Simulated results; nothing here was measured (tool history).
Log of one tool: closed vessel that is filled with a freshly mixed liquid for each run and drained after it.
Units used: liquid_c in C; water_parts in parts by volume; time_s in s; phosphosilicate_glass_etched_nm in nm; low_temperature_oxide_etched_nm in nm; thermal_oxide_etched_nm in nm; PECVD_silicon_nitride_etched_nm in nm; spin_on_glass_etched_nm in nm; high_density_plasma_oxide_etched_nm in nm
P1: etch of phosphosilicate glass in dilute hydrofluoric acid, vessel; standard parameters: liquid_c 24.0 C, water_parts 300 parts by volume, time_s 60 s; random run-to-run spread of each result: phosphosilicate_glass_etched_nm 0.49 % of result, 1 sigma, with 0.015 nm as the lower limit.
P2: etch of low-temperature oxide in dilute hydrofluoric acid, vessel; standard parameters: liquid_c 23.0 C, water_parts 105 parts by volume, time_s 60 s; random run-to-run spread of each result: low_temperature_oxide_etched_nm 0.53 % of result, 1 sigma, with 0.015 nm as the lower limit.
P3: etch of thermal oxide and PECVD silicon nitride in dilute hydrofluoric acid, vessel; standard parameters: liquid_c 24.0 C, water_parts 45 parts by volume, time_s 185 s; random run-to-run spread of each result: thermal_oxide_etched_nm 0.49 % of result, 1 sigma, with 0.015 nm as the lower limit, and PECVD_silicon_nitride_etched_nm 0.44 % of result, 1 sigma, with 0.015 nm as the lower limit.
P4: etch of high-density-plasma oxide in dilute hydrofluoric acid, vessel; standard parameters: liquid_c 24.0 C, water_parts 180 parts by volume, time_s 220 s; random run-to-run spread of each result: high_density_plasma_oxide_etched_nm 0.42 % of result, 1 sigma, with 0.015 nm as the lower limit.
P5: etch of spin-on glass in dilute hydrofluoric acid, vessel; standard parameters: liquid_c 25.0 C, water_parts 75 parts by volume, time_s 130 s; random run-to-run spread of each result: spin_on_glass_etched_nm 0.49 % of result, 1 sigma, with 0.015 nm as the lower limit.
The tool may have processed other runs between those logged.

run,hour,process,liquid_c,water_parts,time_s,phosphosilicate_glass_etched_nm,low_temperature_oxide_etched_nm,thermal_oxide_etched_nm,PECVD_silicon_nitride_etched_nm,spin_on_glass_etched_nm,high_density_plasma_oxide_etched_nm
1,16.7,P1,24.0,300,60,22.597,,,,,
2,35.0,P2,23.0,105,60,,9.5834,,,,
3,49.7,P3,24.0,75,185,,,12.2800,11.3250,,
4,63.9,P1,24.0,300,60,22.531,,,,,
5,80.0,P1,24.0,80,60,108.410,,,,,
6,97.9,P1,24.0,300,115,43.244,,,,,
7,116.7,P1,20.0,175,60,37.788,,,,,
8,130.7,P1,24.0,300,60,22.604,,,,,
9,147.1,P1,24.0,510,60,11.008,,,,,
10,157.1,P5,32.0,75,130,,,,,71.023,
11,175.9,P2,23.0,185,60,,5.0077,,,,
12,185.0,P3,17.0,45,185,,,15.6480,11.5730,,
13,204.2,P1,24.0,300,60,22.817,,,,,
14,215.9,P2,17.0,105,60,,7.6614,,,,
15,224.9,P2,23.0,105,60,,9.6366,,,,
16,239.8,P4,32.0,180,220,,,,,,7.5515
17,254.4,P3,24.0,45,30,,,3.4775,3.0046,,
18,266.5,P1,24.0,300,60,22.704,,,,,
19,278.6,P1,24.0,300,35,13.238,,,,,
20,297.7,P5,25.0,75,130,,,,,54.158,
21,312.2,P1,17.0,300,60,17.435,,,,,
22,328.1,P2,23.0,105,105,,16.7900,,,,
23,345.8,P5,25.0,75,30,,,,,12.413,
24,355.4,P3,24.0,45,185,,,21.1770,18.9330,,
25,367.5,P4,24.0,180,395,,,,,,10.1820
26,381.3,P1,24.0,300,60,22.572,,,,,
27,400.7,P3,24.0,45,185,,,21.2280,18.7100,,
28,412.6,P1,24.0,95,90,132.660,,,,,
29,430.3,P4,24.0,320,220,,,,,,2.7670
30,445.9,P1,29.5,300,60,26.968,,,,,
31,464.5,P4,24.0,180,220,,,,,,5.7109
32,473.2,P5,25.0,130,130,,,,,29.299,
33,487.5,P5,25.0,75,130,,,,,54.334,
34,496.8,P1,24.0,300,60,22.530,,,,,
35,509.7,P1,24.0,300,60,23.016,,,,,
36,525.8,P1,24.0,300,60,23.463,,,,,
37,537.1,P1,24.0,300,60,23.723,,,,,
38,545.9,P1,24.0,300,60,23.630,,,,,
39,554.3,P1,24.0,300,60,23.694,,,,,
40,567.4,P1,24.0,300,60,23.860,,,,,
41,581.0,P1,24.0,300,60,23.951,,,,,
42,599.0,P1,24.0,300,60,23.850,,,,,
43,614.8,P1,24.0,300,60,23.773,,,,,
44,624.1,P1,24.0,300,60,23.917,,,,,
45,634.2,P1,24.0,300,60,24.123,,,,,

The output of P1 has drifted from where it used to be. Each of the 2 causes below, taken at the size shown beside it, accounts for the log equally well:
A: liquid hotter than its thermometer reads (K) = 1.95
B: hydrofluoric acid flow above the setpoint (%) = 5.32
The process output started creeping at around hour 496.8.

Of the 4 check runs listed below, each run on one wafer and each result written as a question mark, which would let you distinguish the listed causes because they would give clearly different results?
check 1,644.3,P3,24.0,45,60,,,?,?,,
check 2,644.3,P5,31.5,115,130,,,,,?,
check 3,644.3,P4,30.5,180,220,,,,,,?
check 4,644.3,P2,23.0,180,60,,?,,,,

How each check would come out, cause by cause:
check,result,if A,if B
check 1,thermal_oxide_etched_nm,7.4274,7.2427
check 1,PECVD_silicon_nitride_etched_nm,6.9155,6.3815
check 2,spin_on_glass_etched_nm,46.083,45.611
check 3,high_density_plasma_oxide_etched_nm,7.7083,7.6784
check 4,low_temperature_oxide_etched_nm,5.5593,5.4963
Distance between the nearest two causes, measured in the result of the check that separates them most: check 1 8.04 %; check 2 1.03 %; check 3 0.39 %; check 4 1.14 %
Check 1 tells the causes apart: in the others they would give nearly the same result.

Check 1 has now been run. It gave: thermal_oxide_etched_nm 7.4500 nm; PECVD_silicon_nitride_etched_nm 6.9351 nm. Which of the candidate causes is it?

A is the cause: liquid hotter than its thermometer reads (K).

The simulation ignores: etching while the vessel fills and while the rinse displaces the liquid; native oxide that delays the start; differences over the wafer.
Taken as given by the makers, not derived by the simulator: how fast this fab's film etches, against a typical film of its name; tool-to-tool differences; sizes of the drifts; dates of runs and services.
